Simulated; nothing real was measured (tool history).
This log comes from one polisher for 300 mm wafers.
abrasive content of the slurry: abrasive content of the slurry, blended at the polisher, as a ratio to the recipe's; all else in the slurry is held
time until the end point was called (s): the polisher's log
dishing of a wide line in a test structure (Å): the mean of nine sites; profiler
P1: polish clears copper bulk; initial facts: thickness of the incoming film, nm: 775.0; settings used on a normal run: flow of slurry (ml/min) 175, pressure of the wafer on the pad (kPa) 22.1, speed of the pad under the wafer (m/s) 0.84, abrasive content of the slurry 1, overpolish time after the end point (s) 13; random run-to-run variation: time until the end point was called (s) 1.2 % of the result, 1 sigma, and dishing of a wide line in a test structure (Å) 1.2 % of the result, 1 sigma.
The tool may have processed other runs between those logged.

run	hour	flow of slurry (ml/min)	pressure of the wafer on the pad (kPa)	speed of the pad under the wafer (m/s)	abrasive content of the slurry	overpolish time after the end point (s)	wafers polished on this pad	hours since the slurry nozzle was cleaned	hours since the head pressure was calibrated	hours since the slurry blender was calibrated	time until the end point was called (s)	dishing of a wide line in a test structure (Å)
1	10.7	175	22.1	0.84	1	13	346	324.7	431.4	202.4	80.452	749.16
2	17.5	105	22.1	0.84	1	20	389	331.5	438.2	209.2	86.347	935.54
3	23.5	175	22.1	0.84	1	13	428	337.5	444.2	215.2	80.312	745.45
4	32.9	175	22.1	0.84	1	21	488	346.9	453.6	224.6	79.514	996.79
5	39.8	175	34.5	0.84	1	13	533	353.8	460.5	231.5	50.691	1051.7
6	51	175	22.1	0.84	1	13	605	365	471.7	242.7	78.429	741.31
7	59.2	265	22.1	0.84	1	13	658	373.2	479.9	250.9	75.501	779
8	64.9	175	22.1	0.84	0.55	13	695	378.9	485.6	256.6	90.737	700.25
9	74.2	175	22.1	0.84	1	5	754	388.2	494.9	265.9	79.137	350.4
10	85.7	105	22.1	0.84	1	13	828	399.7	506.4	277.4	87.156	698.3
# hour 87.6: head pressure recalibrated
# hour 93: slurry blender recalibrated
11	95.8	175	22.1	0.84	1	13	893	409.8	8.3	2.9	80.669	743.27
12	107.6	105	22.1	0.84	1	4	969	421.6	20.1	14.7	87.116	260.46
13	118.3	175	22.1	0.84	1	13	1038	432.3	30.8	25.4	80.02	750.39
14	129.1	175	22.1	1.3	1	13	1108	443.1	41.6	36.2	51.678	988.72
15	141.2	175	22.1	0.84	1.35	13	1186	455.2	53.7	48.3	73.774	797.61
16	150.8	175	22.1	0.84	1	13	1248	464.8	63.3	57.9	78.577	759.28
17	162.5	175	9.7	0.84	1	13	1323	476.5	75	69.6	180.71	370.23
18	174.6	175	22.1	0.84	1	13	1401	488.6	87.1	81.7	79.741	764.19
19	182.3	240	13.8	0.84	1	13	1450	496.3	94.8	89.4	123.85	529.33
20	191.3	175	22.1	0.42	1	13	1508	505.3	103.8	98.4	159.86	431.23
21	201	175	22.1	0.84	1	13	1571	515	113.5	108.1	80.258	751.44
22	207.2	175	22.1	0.84	1	13	1611	521.2	119.7	114.3	81.292	732.41
23	213.8	175	22.1	0.84	1	13	1653	527.8	126.3	120.9	82.546	742.56
24	224.9	175	22.1	0.84	1	13	1725	538.9	137.4	132	82.249	714.53
25	234.9	175	22.1	0.84	1	13	1789	548.9	147.4	142	85.192	725.72
# hour 238.4: worn pad replaced by a new one
26	246	175	22.1	0.84	1	13	49	560	158.5	153.1	84.324	708.17
27	256	175	22.1	0.84	1	13	113	570	168.5	163.1	86.183	720.8
28	261.9	175	22.1	0.84	1	13	151	575.9	174.4	169	83.79	715.08
# hour 264: head pressure recalibrated
29	270.1	175	22.1	0.84	1	13	204	584.1	6.2	177.2	86.321	715.79
30	278.5	175	22.1	0.84	1	13	258	592.5	14.6	185.6	86.444	721.67
31	285.6	175	22.1	0.84	1	13	303	599.6	21.7	192.7	86.91	719.49
32	291.4	175	22.1	0.84	1	13	341	605.4	27.5	198.5	86.57	706.29

P1 has crept away from where it was. The log is fitted equally well by each of these 2 causes, at the sizes shown:
A: abrasive missing from the slurry, % = 29.2
B: slurry flow missing at the pad, % = 33.1
The creep began at about hour 201.
Each remaining cause and why it is not a fit:
removal rate lost through wear of the pad, %: serviced at hour 238.4, which brought nothing back
head's pressure below its setpoint, %: serviced at hour 264, which brought nothing back

4 check runs are offered, each on 5 wafers whose results are averaged, their results left as question marks. Which one tells the causes apart?
check 1	297.2	175	33.8	0.84	0.8	13					?	?
check 2	297.2	175	22.1	1.16	0.6	13					?	?
check 3	297.2	105	22.1	0.6	1	13					?	?
check 4	297.2	175	22.1	0.44	1	13					?	?

What every check run would give for each of its results, assuming each possible cause in turn:
check	result	if A	if B
check 1	time until the end point was called (s)	58.709	58.842
check 1	dishing of a wide line in a test structure (Å)	972.77	971.33
check 2	time until the end point was called (s)	68.866	69.205
check 2	dishing of a wide line in a test structure (Å)	834.3	831.6
check 3	time until the end point was called (s)	132.61	138.31
check 3	dishing of a wide line in a test structure (Å)	513.09	495.8
check 4	time until the end point was called (s)	164.05	164.09
check 4	dishing of a wide line in a test structure (Å)	430.16	430.07
How far apart the two closest causes lie, in the result that separates them most: check 1 0.23 %; check 2 0.49 %; check 3 4.21 %; check 4 0.03 %
The other checks would show nearly matching results whichever cause is true, so check 3 is the only one that separates the causes.

After running check 3, the following was obtained: time until the end point was called (s) 133.31; dishing of a wide line in a test structure (Å) 509.95. Which cause does this point to?

It was cause A: abrasive missing from the slurry, %.

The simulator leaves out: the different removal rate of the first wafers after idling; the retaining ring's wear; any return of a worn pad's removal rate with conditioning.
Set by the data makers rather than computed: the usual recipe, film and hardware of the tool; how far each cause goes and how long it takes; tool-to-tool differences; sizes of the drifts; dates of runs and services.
